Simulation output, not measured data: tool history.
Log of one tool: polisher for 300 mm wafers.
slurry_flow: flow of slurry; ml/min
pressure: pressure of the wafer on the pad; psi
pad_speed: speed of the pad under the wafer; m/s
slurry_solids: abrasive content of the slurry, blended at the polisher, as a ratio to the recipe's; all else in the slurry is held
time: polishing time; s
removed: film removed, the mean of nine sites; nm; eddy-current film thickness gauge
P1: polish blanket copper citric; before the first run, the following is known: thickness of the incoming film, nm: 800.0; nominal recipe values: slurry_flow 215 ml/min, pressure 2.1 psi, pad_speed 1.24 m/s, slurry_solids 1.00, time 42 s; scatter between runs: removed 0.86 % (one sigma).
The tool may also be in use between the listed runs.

| run | day | slurry_flow | pressure | pad_speed | slurry_solids | time | wafers polished on this pad | hours since the slurry nozzle was cleaned | hours since the head pressure was calibrated | hours since the slurry blender was calibrated | removed |
|---|---|---|---|---|---|---|---|---|---|---|---|
| 1 | 0.508 | 215 | 2.1 | 1.24 | 1.00 | 42 | 636 | 440.8 | 272.7 | 196.4 | 81.376 |
| 2 | 0.996 | 215 | 2.1 | 1.24 | 1.00 | 42 | 805 | 452.5 | 284.4 | 208.1 | 82.513 |
| 3 | 1.312 | 215 | 2.1 | 1.24 | 1.00 | 42 | 914 | 460.1 | 292.0 | 215.7 | 81.319 |
| 4 | 1.817 | 215 | 2.1 | 1.24 | 1.00 | 42 | 1089 | 472.2 | 304.1 | 227.8 | 80.825 |
| 5 | 2.308 | 315 | 2.1 | 1.24 | 1.00 | 23 | 1259 | 484.0 | 315.9 | 239.6 | 46.553 |
| 6 | 3.033 | 215 | 2.1 | 1.24 | 0.50 | 42 | 1510 | 501.4 | 333.3 | 257.0 | 70.376 |
| 7 | 3.371 | 215 | 2.1 | 1.24 | 1.00 | 42 | 1626 | 509.5 | 341.4 | 265.1 | 81.695 |
| 8 | 3.946 | 280 | 2.1 | 1.24 | 1.00 | 42 | 1825 | 523.3 | 355.2 | 278.9 | 82.781 |
| 9 | 4.425 | 215 | 2.1 | 0.64 | 1.00 | 42 | 1991 | 534.8 | 366.7 | 290.4 | 43.005 |
| 10 | 4.992 | 130 | 2.1 | 1.24 | 1.00 | 42 | 2187 | 548.4 | 380.3 | 304.0 | 76.845 |
| 11 | 5.558 | 215 | 2.1 | 1.24 | 1.00 | 59 | 2383 | 562.0 | 393.9 | 317.6 | 115.210 |
|  | 5.729 | worn pad replaced by a new one |
| 12 | 5.925 | 215 | 2.1 | 1.24 | 1.25 | 42 | 67 | 570.8 | 402.7 | 326.4 | 87.045 |
| 13 | 6.317 | 215 | 2.1 | 1.24 | 1.00 | 19 | 203 | 580.2 | 412.1 | 335.8 | 36.888 |
| 14 | 6.754 | 215 | 2.6 | 1.24 | 1.00 | 42 | 354 | 590.7 | 422.6 | 346.3 | 98.946 |
|  | 7.321 | slurry blender recalibrated |
| 15 | 7.321 | 215 | 1.3 | 1.24 | 1.00 | 42 | 550 | 604.3 | 436.2 | 0.1 | 50.797 |
| 16 | 7.888 | 130 | 2.1 | 1.24 | 1.00 | 62 | 746 | 617.9 | 449.8 | 13.7 | 110.720 |
| 17 | 8.600 | 215 | 2.1 | 1.24 | 1.00 | 42 | 993 | 635.0 | 466.9 | 30.8 | 81.912 |
| 18 | 9.100 | 215 | 2.1 | 1.90 | 1.00 | 42 | 1166 | 647.0 | 478.9 | 42.8 | 122.890 |
| 19 | 9.496 | 215 | 2.1 | 1.24 | 1.00 | 42 | 1303 | 656.5 | 488.4 | 52.3 | 81.424 |
| 20 | 10.142 | 215 | 2.1 | 1.24 | 1.00 | 42 | 1526 | 672.0 | 503.9 | 67.8 | 80.220 |
| 21 | 10.704 | 215 | 2.1 | 1.24 | 1.00 | 42 | 1721 | 685.5 | 517.4 | 81.3 | 78.826 |
| 22 | 11.321 | 215 | 2.1 | 1.24 | 1.00 | 42 | 1934 | 700.3 | 532.2 | 96.1 | 78.492 |
|  | 11.588 | slurry blender recalibrated |
| 23 | 11.988 | 215 | 2.1 | 1.24 | 1.00 | 42 | 2165 | 716.3 | 548.2 | 9.6 | 77.157 |
|  | 12.038 | worn pad replaced by a new one |
| 24 | 12.417 | 215 | 2.1 | 1.24 | 1.00 | 42 | 131 | 726.6 | 558.5 | 19.9 | 77.216 |
| 25 | 13.025 | 215 | 2.1 | 1.24 | 1.00 | 42 | 342 | 741.2 | 573.1 | 34.5 | 76.861 |
| 26 | 13.662 | 215 | 2.1 | 1.24 | 1.00 | 42 | 562 | 756.5 | 588.4 | 49.8 | 75.740 |
| 27 | 14.071 | 215 | 2.1 | 1.24 | 1.00 | 42 | 704 | 766.3 | 598.2 | 59.6 | 76.614 |
| 28 | 14.396 | 215 | 2.1 | 1.24 | 1.00 | 42 | 816 | 774.1 | 606.0 | 67.4 | 75.651 |

The log shows P1 creeping away from where it was. Any of the 2 causes listed here, at the size stated for it, fits the log just as well as the others:
A: head's pressure below its setpoint, % = 6.26
B: slurry flow missing at the pad, % = 34.3
The creep began at about day 9.496.
Why every other cause is out:
removal rate lost through wear of the pad, %: serviced at day 12.038, which brought nothing back
abrasive missing from the slurry, %: serviced at day 11.588, which brought nothing back

The list below offers 4 check runs, each averaging the results of 5 wafers, and shows each result as a question mark. For which of them would the listed causes give clearly different results?
| check 1 | 14.721 | 215 | 2.1 | 0.80 | 0.65 | 42 |  |  |  |  | ? |
| check 2 | 14.721 | 215 | 2.1 | 0.66 | 0.70 | 42 |  |  |  |  | ? |
| check 3 | 14.721 | 135 | 2.1 | 1.24 | 1.00 | 27 |  |  |  |  | ? |
| check 4 | 14.721 | 215 | 2.1 | 1.24 | 0.60 | 42 |  |  |  |  | ? |

What each check would give under each cause:
| check | result | if A | if B |
|---|---|---|---|
| check 1 | removed | 45.794 | 45.747 |
| check 2 | removed | 38.721 | 38.659 |
| check 3 | removed | 45.752 | 44.251 |
| check 4 | removed | 68.731 | 68.727 |
Minimum pairwise separation of causes per check, each pair taken at its best-separating result: check 1 0.1 %; check 2 0.16 %; check 3 3.33 %; check 4 0.01 %
Check 3 is the one run that separates the causes; every other check would come out nearly the same whichever cause is at work.

Then check 3 was run and gave: removed 44.519 nm. Which cause is it?

It is B: slurry flow missing at the pad, %.
